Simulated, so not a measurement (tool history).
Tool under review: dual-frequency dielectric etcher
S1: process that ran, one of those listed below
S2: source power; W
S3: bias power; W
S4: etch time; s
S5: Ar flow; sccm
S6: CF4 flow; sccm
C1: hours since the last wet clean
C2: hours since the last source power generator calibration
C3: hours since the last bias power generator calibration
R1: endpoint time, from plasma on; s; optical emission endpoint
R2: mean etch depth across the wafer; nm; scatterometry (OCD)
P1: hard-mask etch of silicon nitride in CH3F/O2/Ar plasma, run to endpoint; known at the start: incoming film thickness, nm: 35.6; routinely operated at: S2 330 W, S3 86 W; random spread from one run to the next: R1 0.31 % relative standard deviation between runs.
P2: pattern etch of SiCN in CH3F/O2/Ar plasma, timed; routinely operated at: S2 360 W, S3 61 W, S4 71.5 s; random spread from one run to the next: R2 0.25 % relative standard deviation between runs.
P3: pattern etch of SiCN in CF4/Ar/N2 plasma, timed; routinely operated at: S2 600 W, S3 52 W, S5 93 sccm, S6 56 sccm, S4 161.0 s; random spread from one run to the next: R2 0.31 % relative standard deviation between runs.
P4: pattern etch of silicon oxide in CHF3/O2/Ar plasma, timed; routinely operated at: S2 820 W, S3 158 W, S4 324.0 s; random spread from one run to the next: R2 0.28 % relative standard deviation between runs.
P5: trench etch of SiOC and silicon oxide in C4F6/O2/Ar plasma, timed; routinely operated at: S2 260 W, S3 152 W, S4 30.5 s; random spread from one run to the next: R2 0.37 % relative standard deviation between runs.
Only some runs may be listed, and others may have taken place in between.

run 1 hour=6.7 | S1=P1 S2=330 S3=86 | C1=218.6 C2=560.2 C3=1580.2 | R1=51.270
run 2 hour=11.5 | S1=P5 S2=260 S3=152 S4=30.5 | C1=223.4 C2=565.0 C3=1585.0 | R2=46.765
run 3 hour=16.7 | S1=P1 S2=240 S3=86 | C1=228.6 C2=570.2 C3=1590.2 | R1=57.779
run 4 hour=20.6 | S1=P5 S2=260 S3=152 S4=30.5 | C1=232.5 C2=574.1 C3=1594.1 | R2=46.635
run 5 hour=26.7 | S1=P5 S2=260 S3=152 S4=17.0 | C1=238.6 C2=580.2 C3=1600.2 | R2=26.187
run 6 hour=30.9 | S1=P2 S2=270 S3=61 S4=71.5 | C1=242.8 C2=584.4 C3=1604.4 | R2=21.672
run 7 hour=36.1 | S1=P3 S2=600 S3=52 S4=161.0 S5=93 S6=56 | C1=248.0 C2=589.6 C3=1609.6 | R2=151.650
run 8 hour=41.7 | S1=P1 S2=330 S3=86 | C1=253.6 C2=595.2 C3=1615.2 | R1=51.386
run 9 hour=46.1 | S1=P1 S2=420 S3=86 | C1=258.0 C2=599.6 C3=1619.6 | R1=46.791
run 10 hour=50.2 | S1=P2 S2=360 S3=61 S4=71.5 | C1=262.1 C2=603.7 C3=1623.7 | R2=24.053
run 11 hour=57.7 | S1=P5 S2=260 S3=190 S4=30.5 | C1=269.6 C2=611.2 C3=1631.2 | R2=50.000
run 12 hour=62.3 | S1=P4 S2=820 S3=158 S4=209.0 | C1=274.2 C2=615.8 C3=1635.8 | R2=447.060
run 13 hour=70.1 | S1=P3 S2=600 S3=52 S4=161.0 S5=93 S6=42 | C1=282.0 C2=623.6 C3=1643.6 | R2=145.750
run 14 hour=77.0 | S1=P2 S2=360 S3=72 S4=71.5 | C1=288.9 C2=630.5 C3=1650.5 | R2=25.619
run 15 hour=82.6 | S1=P4 S2=970 S3=158 S4=324.0 | C1=294.5 C2=636.1 C3=1656.1 | R2=738.250
run 16 hour=87.5 | S1=P1 S2=330 S3=86 | C1=299.4 C2=641.0 C3=1661.0 | R1=51.193
run 17 hour=91.0 | S1=P3 S2=600 S3=52 S4=161.0 S5=114 S6=56 | C1=302.9 C2=644.5 C3=1664.5 | R2=147.960
run 18 hour=99.1 | S1=P1 S2=260 S3=69 | C1=311.0 C2=652.6 C3=1672.6 | R1=60.889
run 19 hour=105.6 | S1=P3 S2=600 S3=52 S4=161.0 S5=93 S6=56 | C1=317.5 C2=659.1 C3=1679.1 | R2=152.160
run 20 hour=113.4 | S1=P1 S2=330 S3=86 | C1=325.3 C2=666.9 C3=1686.9 | R1=51.426
run 21 hour=118.7 | S1=P1 S2=330 S3=120 | C1=330.6 C2=672.2 C3=1692.2 | R1=45.342
run 22 hour=122.4 | S1=P5 S2=160 S3=152 S4=30.5 | C1=334.3 C2=675.9 C3=1695.9 | R2=38.758
run 23 hour=126.0 | S1=P3 S2=600 S3=52 S4=88.5 S5=93 S6=56 | C1=337.9 C2=679.5 C3=1699.5 | R2=83.511
run 24 hour=132.1 | S1=P4 S2=820 S3=158 S4=324.0 | C1=344.0 C2=685.6 C3=1705.6 | R2=692.730
run 25 hour=136.7 | S1=P4 S2=820 S3=102 S4=324.0 | C1=348.6 C2=690.2 C3=1710.2 | R2=606.810
run 26 hour=143.8 | S1=P3 S2=820 S3=52 S4=161.0 S5=93 S6=56 | C1=355.7 C2=697.3 C3=1717.3 | R2=201.310
run 27 hour=151.4 | S1=P2 S2=360 S3=61 S4=71.5 | C1=363.3 C2=704.9 C3=1724.9 | R2=24.122
run 28 hour=158.3 | S1=P3 S2=600 S3=74 S4=161.0 S5=93 S6=56 | C1=370.2 C2=711.8 C3=1731.8 | R2=170.740
run 29 hour=165.4 | S1=P1 S2=330 S3=49 | C1=377.3 C2=718.9 C3=1738.9 | R1=62.174
run 30 hour=172.0 | S1=P2 S2=360 S3=61 S4=48.0 | C1=383.9 C2=725.5 C3=1745.5 | R2=16.292
run 31 hour=179.6 | S1=P4 S2=820 S3=158 S4=324.0 | C1=391.5 C2=733.1 C3=1753.1 | R2=694.890
run 32 hour=186.8 | S1=P1 S2=330 S3=86 | C1=398.7 C2=740.3 C3=1760.3 | R1=51.455
run 33 hour=193.8 | S1=P1 S2=330 S3=86 | C1=405.7 C2=747.3 C3=1767.3 | R1=51.527
run 34 hour=201.5 | S1=P1 S2=330 S3=86 | C1=413.4 C2=755.0 C3=1775.0 | R1=50.900
run 35 hour=205.9 | S1=P1 S2=330 S3=86 | C1=417.8 C2=759.4 C3=1779.4 | R1=50.783
run 36 hour=212.6 | S1=P1 S2=330 S3=86 | C1=424.5 C2=766.1 C3=1786.1 | R1=50.848
run 37 hour=217.3 | S1=P1 S2=330 S3=86 | C1=429.2 C2=770.8 C3=1790.8 | R1=50.755
-- hour=221.0 wet clean of the chamber
run 38 hour=224.1 | S1=P1 S2=330 S3=86 | C1=3.1 C2=777.6 C3=1797.6 | R1=50.707
run 39 hour=229.3 | S1=P1 S2=330 S3=86 | C1=8.3 C2=782.8 C3=1802.8 | R1=50.785

The next listed run, before its measurement:
run 40 hour=233.9 | S1=P1 S2=330 S3=86 | C1=12.9 C2=787.4 C3=1807.4 | R1=?

Run 40 gave R1 50.959 s.
